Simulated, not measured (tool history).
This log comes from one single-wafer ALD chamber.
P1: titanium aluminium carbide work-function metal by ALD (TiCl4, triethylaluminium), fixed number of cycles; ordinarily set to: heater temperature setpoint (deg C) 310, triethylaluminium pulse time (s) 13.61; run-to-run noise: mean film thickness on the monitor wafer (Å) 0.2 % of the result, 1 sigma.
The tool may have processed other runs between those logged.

run,hour,heater temperature setpoint (deg C),triethylaluminium pulse time (s),hours since the last thermocouple change,hours since the last triethylaluminium bottle change,mean film thickness on the monitor wafer (Å)
1,9.6,310,13.61,1277.3,603.2,21.302
2,20,310,13.61,1287.7,613.6,21.218
3,26.2,310,13.61,1293.9,619.8,21.203
4,33.9,298,13.61,1301.6,627.5,20.181
5,43.8,310,13.61,1311.5,637.4,21.285
6,51.5,332,13.61,1319.2,645.1,23.256
7,57.3,310,18.25,1325,650.9,21.422
8,69.5,332,17.59,1337.2,663.1,23.354
9,80.2,310,13.61,1347.9,673.8,21.183
10,91.9,310,13.61,1359.6,685.5,21.173
11,103.6,310,7.17,1371.3,697.2,19.63
12,110.1,287,18.83,1377.8,703.7,19.315
13,118.8,310,13.61,1386.5,712.4,21.261
14,125.4,310,13.61,1393.1,719,21.151

Run 15 is up next; what results do you expect?
15,135.6,310,13.61,1403.3,729.2,?

Run 15 gave mean film thickness on the monitor wafer (Å) 21.074.
